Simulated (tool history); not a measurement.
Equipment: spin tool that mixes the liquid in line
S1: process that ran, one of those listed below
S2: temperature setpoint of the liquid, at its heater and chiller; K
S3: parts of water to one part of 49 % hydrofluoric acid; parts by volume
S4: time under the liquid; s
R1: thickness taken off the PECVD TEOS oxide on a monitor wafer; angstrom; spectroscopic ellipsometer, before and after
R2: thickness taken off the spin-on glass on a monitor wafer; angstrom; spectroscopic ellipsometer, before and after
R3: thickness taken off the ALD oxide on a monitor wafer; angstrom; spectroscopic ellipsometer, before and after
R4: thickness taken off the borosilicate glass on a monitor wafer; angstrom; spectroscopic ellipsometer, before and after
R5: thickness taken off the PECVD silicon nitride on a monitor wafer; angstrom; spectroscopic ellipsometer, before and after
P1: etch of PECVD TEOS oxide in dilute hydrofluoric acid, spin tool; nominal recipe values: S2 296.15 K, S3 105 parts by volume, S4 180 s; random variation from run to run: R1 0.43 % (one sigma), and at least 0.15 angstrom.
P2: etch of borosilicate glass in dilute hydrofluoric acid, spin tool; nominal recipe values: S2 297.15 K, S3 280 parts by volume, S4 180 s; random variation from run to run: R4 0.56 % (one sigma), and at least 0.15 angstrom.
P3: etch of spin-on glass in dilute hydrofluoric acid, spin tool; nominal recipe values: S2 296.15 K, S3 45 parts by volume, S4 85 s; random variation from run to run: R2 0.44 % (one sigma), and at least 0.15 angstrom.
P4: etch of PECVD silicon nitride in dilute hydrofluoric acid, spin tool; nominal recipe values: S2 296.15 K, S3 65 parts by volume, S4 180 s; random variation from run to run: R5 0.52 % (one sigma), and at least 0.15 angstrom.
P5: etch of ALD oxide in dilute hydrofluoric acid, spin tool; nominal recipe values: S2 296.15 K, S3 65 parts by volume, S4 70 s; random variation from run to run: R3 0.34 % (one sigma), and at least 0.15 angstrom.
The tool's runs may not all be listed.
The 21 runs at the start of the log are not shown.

run	hour	S1	S2	S3	S4	R1	R2	R3	R4	R5
22	275.8	P5	296.15	90	70			228.130		
23	286.9	P1	300.15	105	180	563.73				
24	299.9	P1	291.65	105	180	399.66				
25	310.8	P2	290.15	280	180				68.561	
26	319.5	P4	296.15	20	180					156.650
27	332.9	P1	296.15	105	180	481.80				
28	340.9	P2	297.15	280	285				141.160	
29	350.5	P1	296.15	105	95	254.17				
30	366.0	P2	297.15	50	180				649.360	
31	374.8	P1	296.15	105	180	476.82				
32	383.1	P1	296.15	105	180	491.32				
33	395.1	P1	296.15	105	180	500.14				
34	410.0	P1	296.15	105	180	508.20				
35	418.4	P1	296.15	105	180	512.74				
36	434.1	P1	296.15	105	180	518.62				
37	446.8	P1	296.15	105	180	517.02				

What will run 38 give?
38	462.1	P1	296.15	105	180	?				

{"run 38": {"R1": 523.93}}
